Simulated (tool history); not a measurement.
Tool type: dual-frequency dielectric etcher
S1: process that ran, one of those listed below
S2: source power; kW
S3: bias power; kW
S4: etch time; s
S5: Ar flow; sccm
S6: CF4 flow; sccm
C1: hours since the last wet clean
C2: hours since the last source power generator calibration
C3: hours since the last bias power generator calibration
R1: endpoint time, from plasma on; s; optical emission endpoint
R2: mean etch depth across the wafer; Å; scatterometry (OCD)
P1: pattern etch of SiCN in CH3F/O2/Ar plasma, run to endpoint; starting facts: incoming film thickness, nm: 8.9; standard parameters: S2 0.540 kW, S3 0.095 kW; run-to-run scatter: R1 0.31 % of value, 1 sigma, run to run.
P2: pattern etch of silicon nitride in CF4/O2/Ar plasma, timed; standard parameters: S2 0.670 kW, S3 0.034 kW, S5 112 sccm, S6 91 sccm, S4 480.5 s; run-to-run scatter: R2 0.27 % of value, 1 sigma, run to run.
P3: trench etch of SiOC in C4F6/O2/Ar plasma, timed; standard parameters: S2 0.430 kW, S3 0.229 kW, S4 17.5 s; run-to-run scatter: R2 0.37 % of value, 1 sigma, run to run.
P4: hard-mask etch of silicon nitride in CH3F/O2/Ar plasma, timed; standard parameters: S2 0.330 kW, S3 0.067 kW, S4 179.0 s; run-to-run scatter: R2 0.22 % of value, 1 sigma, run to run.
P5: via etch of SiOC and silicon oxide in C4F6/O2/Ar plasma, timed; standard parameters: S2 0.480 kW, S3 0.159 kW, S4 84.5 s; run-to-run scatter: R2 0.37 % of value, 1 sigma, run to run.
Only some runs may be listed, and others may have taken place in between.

run,hour,S1,S2,S3,S4,S5,S6,C1,C2,C3,R1,R2
1,4.3,P1,0.540,0.095,,,,64.6,257.6,775.2,19.145,
2,8.5,P4,0.330,0.067,179.0,,,68.8,261.8,779.4,,1111.20
3,12.2,P5,0.480,0.214,84.5,,,72.5,265.5,783.1,,1061.00
4,16.1,P1,0.540,0.095,,,,76.4,269.4,787.0,19.189,
5,20.4,P3,0.430,0.322,17.5,,,80.7,273.7,791.3,,446.12
6,27.9,P3,0.430,0.229,17.5,,,88.2,281.2,798.8,,396.17
7,33.9,P5,0.480,0.159,60.5,,,94.2,287.2,804.8,,687.36
8,38.2,P2,0.670,0.034,480.5,112,91,98.5,291.5,809.1,,9934.60
9,43.2,P1,0.630,0.073,,,,103.5,296.5,814.1,19.841,
10,48.2,P1,0.540,0.073,,,,108.5,301.5,819.1,20.972,
11,53.6,P5,0.480,0.159,84.5,,,113.9,306.9,824.5,,967.22
12,61.0,P2,0.670,0.034,480.5,155,91,121.3,314.3,831.9,,9409.70
13,66.0,P2,0.670,0.034,661.0,112,91,126.3,319.3,836.9,,13558.00
14,69.4,P5,0.280,0.159,84.5,,,129.7,322.7,840.3,,779.96
15,75.7,P2,0.480,0.034,480.5,112,91,136.0,329.0,846.6,,7354.00
16,79.5,P1,0.540,0.128,,,,139.8,332.8,850.4,17.145,
17,86.5,P4,0.440,0.067,179.0,,,146.8,339.8,857.4,,1239.50
18,90.3,P1,0.760,0.095,,,,150.6,343.6,861.2,16.769,
19,93.7,P4,0.330,0.088,179.0,,,154.0,347.0,864.6,,1224.40
20,97.8,P1,0.540,0.095,,,,158.1,351.1,868.7,19.201,
21,104.2,P3,0.430,0.229,17.5,,,164.5,357.5,875.1,,396.04
22,109.2,P1,0.540,0.095,,,,169.5,362.5,880.1,19.204,
23,115.4,P1,0.680,0.128,,,,175.7,368.7,886.3,15.717,
24,122.4,P1,0.740,0.113,,,,182.7,375.7,893.3,15.920,
25,127.6,P2,0.670,0.034,480.5,112,125,187.9,380.9,898.5,,10320.00
26,133.1,P5,0.480,0.159,84.5,,,193.4,386.4,904.0,,967.71
27,136.9,P3,0.430,0.229,24.0,,,197.2,390.2,907.8,,540.78
28,141.9,P1,0.540,0.095,,,,202.2,395.2,912.8,19.123,
29,146.2,P4,0.330,0.067,132.5,,,206.5,399.5,917.1,,824.86
30,149.8,P1,0.440,0.095,,,,210.1,403.1,920.7,20.604,
31,155.5,P3,0.300,0.229,17.5,,,215.8,408.8,926.4,,344.59
32,160.9,P1,0.540,0.095,,,,221.2,414.2,931.8,19.320,
33,165.0,P2,0.670,0.024,480.5,112,91,225.3,418.3,935.9,,8805.10
34,172.8,P1,0.540,0.095,,,,233.1,426.1,943.7,19.191,
35,178.6,P1,0.540,0.095,,,,238.9,431.9,949.5,19.208,
36,184.5,P1,0.540,0.095,,,,244.8,437.8,955.4,19.002,
37,187.9,P1,0.540,0.095,,,,248.2,441.2,958.8,19.104,
38,194.2,P1,0.540,0.095,,,,254.5,447.5,965.1,18.923,
39,201.8,P1,0.540,0.095,,,,262.1,455.1,972.7,18.974,
40,205.5,P1,0.540,0.095,,,,265.8,458.8,976.4,18.964,
41,211.3,P1,0.540,0.095,,,,271.6,464.6,982.2,18.957,
42,218.9,P1,0.540,0.095,,,,279.2,472.2,989.8,18.782,
43,223.0,P1,0.540,0.095,,,,283.3,476.3,993.9,18.858,
# hour 223.1: wet clean of the chamber
44,226.9,P1,0.540,0.095,,,,3.8,480.2,997.8,18.874,
45,232.1,P1,0.540,0.095,,,,9.0,485.4,1003.0,18.906,
46,238.7,P1,0.540,0.095,,,,15.6,492.0,1009.6,18.786,

P1 no longer gives what it gave before; its output has crept away from where it was. The following 2 causes, each at its listed size, fit the log equally well:
A: bias power that arrives over what is set, % = 4.34
B: source power that arrives over what is set, % = 4.29
The gradual shift began around hour 178.6.
Every other cause this tool's parts could produce, and why it does not fit the log:
chamber walls in a state that raises the etch rate, %: its service at hour 223.1 followed the start of the drift and did not put the process back to its old value

Consider the 4 single-wafer check runs listed below, results given as question marks: which one distinguishes between the causes by giving clearly different results for each?
check 1,245.3,P5,0.330,0.159,84.5,,,,,,,?
check 2,245.3,P2,0.500,0.025,480.5,112,91,,,,,?
check 3,245.3,P3,0.430,0.291,22.5,,,,,,,?
check 4,245.3,P4,0.410,0.087,179.0,,,,,,,?

What every check run would give for each of its results, assuming each possible cause in turn:
check,result,if A,if B
check 1,R2,846.55,848.89
check 2,R2,6983.60,7149.30
check 3,R2,561.85,562.52
check 4,R2,1342.70,1343.40
Per-check spread between the two closest causes, in the result where they differ most: check 1 0.28 %; check 2 2.35 %; check 3 0.12 %; check 4 0.05 %
Check 2 tells the causes apart: in the others they would give nearly the same result.

Then check 2 was run and gave: R2 6979.40 Å. Which cause is it?

Of the candidate causes, it is A: bias power that arrives over what is set, %.

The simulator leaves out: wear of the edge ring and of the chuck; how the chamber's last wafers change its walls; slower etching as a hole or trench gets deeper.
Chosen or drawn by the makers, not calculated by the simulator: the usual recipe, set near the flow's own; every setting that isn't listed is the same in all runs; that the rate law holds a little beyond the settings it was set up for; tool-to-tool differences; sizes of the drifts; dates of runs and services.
